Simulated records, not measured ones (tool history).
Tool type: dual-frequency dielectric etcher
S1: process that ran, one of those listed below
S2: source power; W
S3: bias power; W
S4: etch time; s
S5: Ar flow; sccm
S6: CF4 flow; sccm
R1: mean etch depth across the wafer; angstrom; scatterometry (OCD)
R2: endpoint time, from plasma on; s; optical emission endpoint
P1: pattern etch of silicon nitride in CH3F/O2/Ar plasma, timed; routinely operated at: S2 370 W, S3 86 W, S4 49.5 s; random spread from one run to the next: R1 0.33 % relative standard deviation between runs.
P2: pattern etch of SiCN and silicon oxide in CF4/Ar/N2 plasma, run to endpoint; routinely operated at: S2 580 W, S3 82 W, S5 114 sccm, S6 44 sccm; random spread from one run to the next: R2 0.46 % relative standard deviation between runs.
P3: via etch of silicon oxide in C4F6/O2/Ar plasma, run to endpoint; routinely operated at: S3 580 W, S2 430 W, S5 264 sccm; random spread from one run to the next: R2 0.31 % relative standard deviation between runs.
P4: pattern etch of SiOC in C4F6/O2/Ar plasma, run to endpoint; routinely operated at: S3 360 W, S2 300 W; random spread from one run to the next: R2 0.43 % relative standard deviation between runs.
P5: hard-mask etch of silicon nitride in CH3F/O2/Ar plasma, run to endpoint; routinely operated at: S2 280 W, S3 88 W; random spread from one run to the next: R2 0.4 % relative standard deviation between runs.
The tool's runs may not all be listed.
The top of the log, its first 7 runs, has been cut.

run 8 hour=95.3 | S1=P2 S2=580 S3=82 S5=114 S6=34 | R2=10.599
run 9 hour=111.1 | S1=P4 S2=300 S3=360 | R2=14.081
run 10 hour=124.9 | S1=P2 S2=580 S3=82 S5=114 S6=44 | R2=10.145
run 11 hour=132.2 | S1=P1 S2=370 S3=86 S4=49.5 | R1=361.91
run 12 hour=145.7 | S1=P1 S2=370 S3=86 S4=49.5 | R1=364.22
run 13 hour=157.6 | S1=P3 S2=550 S3=580 S5=264 | R2=19.865
run 14 hour=170.4 | S1=P2 S2=580 S3=82 S5=149 S6=44 | R2=10.68
run 15 hour=179.7 | S1=P1 S2=370 S3=86 S4=72.5 | R1=532.98
run 16 hour=187.7 | S1=P1 S2=260 S3=86 S4=49.5 | R1=319.86
run 17 hour=194.8 | S1=P1 S2=370 S3=104 S4=49.5 | R1=391.24
run 18 hour=206.1 | S1=P1 S2=370 S3=50 S4=49.5 | R1=301.96
run 19 hour=217.1 | S1=P2 S2=370 S3=82 S5=114 S6=44 | R2=15.131
run 20 hour=233.2 | S1=P3 S2=430 S3=580 S5=264 | R2=21.658
run 21 hour=249.3 | S1=P5 S2=280 S3=88 | R2=87.672
run 22 hour=261.8 | S1=P3 S2=430 S3=580 S5=156 | R2=20.545
run 23 hour=275.4 | S1=P1 S2=370 S3=86 S4=49.5 | R1=365.61
run 24 hour=289.7 | S1=P4 S2=300 S3=360 | R2=14.112
run 25 hour=302.9 | S1=P1 S2=370 S3=86 S4=49.5 | R1=365.24
run 26 hour=313.3 | S1=P5 S2=200 S3=88 | R2=98.674
run 27 hour=326.8 | S1=P2 S2=580 S3=82 S5=114 S6=44 | R2=10.136

Predict the results of run 28:
run 28 hour=340.7 | S1=P1 S2=370 S3=86 S4=30.5 | R1=?

Logged for run 28: R1 222.59 angstrom.
